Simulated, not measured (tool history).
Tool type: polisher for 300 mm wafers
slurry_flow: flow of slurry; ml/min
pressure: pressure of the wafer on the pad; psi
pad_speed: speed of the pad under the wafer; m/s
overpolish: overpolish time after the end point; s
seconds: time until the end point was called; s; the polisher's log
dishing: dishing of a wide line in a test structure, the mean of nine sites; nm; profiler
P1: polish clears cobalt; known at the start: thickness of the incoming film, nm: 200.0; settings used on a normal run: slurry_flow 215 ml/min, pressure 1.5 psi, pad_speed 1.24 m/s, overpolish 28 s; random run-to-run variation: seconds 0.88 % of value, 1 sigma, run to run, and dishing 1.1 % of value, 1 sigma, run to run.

run   hour  slurry_flow  pressure  pad_speed  overpolish  seconds  dishing
  1   12.3          215       1.5       1.24          28   46.505   34.952
  2   21.7          285       1.5       1.24          28   44.754   35.425
  3   39.7          310       1.0       1.24          28   67.035   32.527
  4   51.0          215       1.5       1.24          28   46.252   34.902
  5   67.9          215       1.5       1.24          28   47.118   35.181
  6   83.5          130       1.5       1.24          28   50.930   35.247
  7  101.2          215       1.5       1.24          28   46.461   34.937
  8  116.3          215       1.0       1.24          54   71.340   35.723
  9  132.6          215       1.5       1.24          44   46.940   36.747
 10  146.0          130       1.5       0.84          28   75.704   31.896
 11  162.4          215       1.5       1.24          28   46.834   35.168
 12  174.1          215       1.5       1.24          28   47.372   35.020
 13  185.8          215       0.7       1.24          28  100.190   28.664
 14  201.0          215       1.5       0.76          28   76.163   32.317
 15  219.2          215       1.5       1.24           8   46.588   22.067
 16  232.2          215       1.5       1.24          28   46.594   35.482
 17  250.1          215       1.5       1.86          28   30.962   35.913
 18  259.3          215       1.9       1.24          28   36.057   35.430
 19  269.5          215       1.5       1.24          28   46.953   35.054
 20  283.6          215       1.5       1.24          28   47.954   34.606
 21  294.3          215       1.5       1.24          28   48.502   35.054
 22  308.9          215       1.5       1.24          28   49.645   35.292
     322.5  -- head pressure recalibrated
 23  326.0          215       1.5       1.24          28   49.324   35.490
 24  342.1          215       1.5       1.24          28   49.886   35.032
 25  360.2          215       1.5       1.24          28   49.722   34.386
 26  369.7          215       1.5       1.24          28   50.568   34.994
 27  380.6          215       1.5       1.24          28   50.513   34.560
 28  398.6          215       1.5       1.24          28   50.569   34.808
 29  407.6          215       1.5       1.24          28   50.391   34.663

What P1 gives has crept away from where it was. These 2 causes fit the log equally well, each at the size given:
A: slurry flow missing at the pad, % = 39.4
B: removal rate lost through wear of the pad, % = 7.61
At approximately hour 269.5, the process output began to creep.
The rest of the possible causes, and what rules out each one:
head's pressure below its setpoint, %: serviced at hour 322.5, after the drift had started, without restoring the earlier output

Consider the 4 check runs below, whose results appear as question marks and each of which averages 3 wafers. Which one distinguishes the causes, in that each cause would give it a clearly different result?
check 1  416.6          215       1.2       1.24          28        ?        ?
check 2  416.6          140       1.5       1.24          28        ?        ?
check 3  416.6          215       1.5       1.24          12        ?        ?
check 4  416.6          215       1.5       1.24          44        ?        ?

Outcome of each check run for each possible cause:
  check   result    if A    if B
check 1  seconds  63.239  63.235
check 1  dishing  33.202  33.203
check 2  seconds  56.097  54.011
check 2  dishing  33.992  34.241
check 3  seconds  50.592  50.588
check 3  dishing  26.231  26.232
check 4  seconds  50.592  50.588
check 4  dishing  36.188  36.188
Per-check spread between the two closest causes, in the result where they differ most: check 1 0.01 %; check 2 3.79 %; check 3 0.01 %; check 4 0.01 %
Of the check runs offered, only check 2 discriminates between the causes; the rest would read about the same regardless of which cause applies.

Check 2 has now been run. It gave: seconds 53.919 s; dishing 34.503 nm. Which of the candidate causes is it?

Of the candidate causes, it is B: removal rate lost through wear of the pad, %.
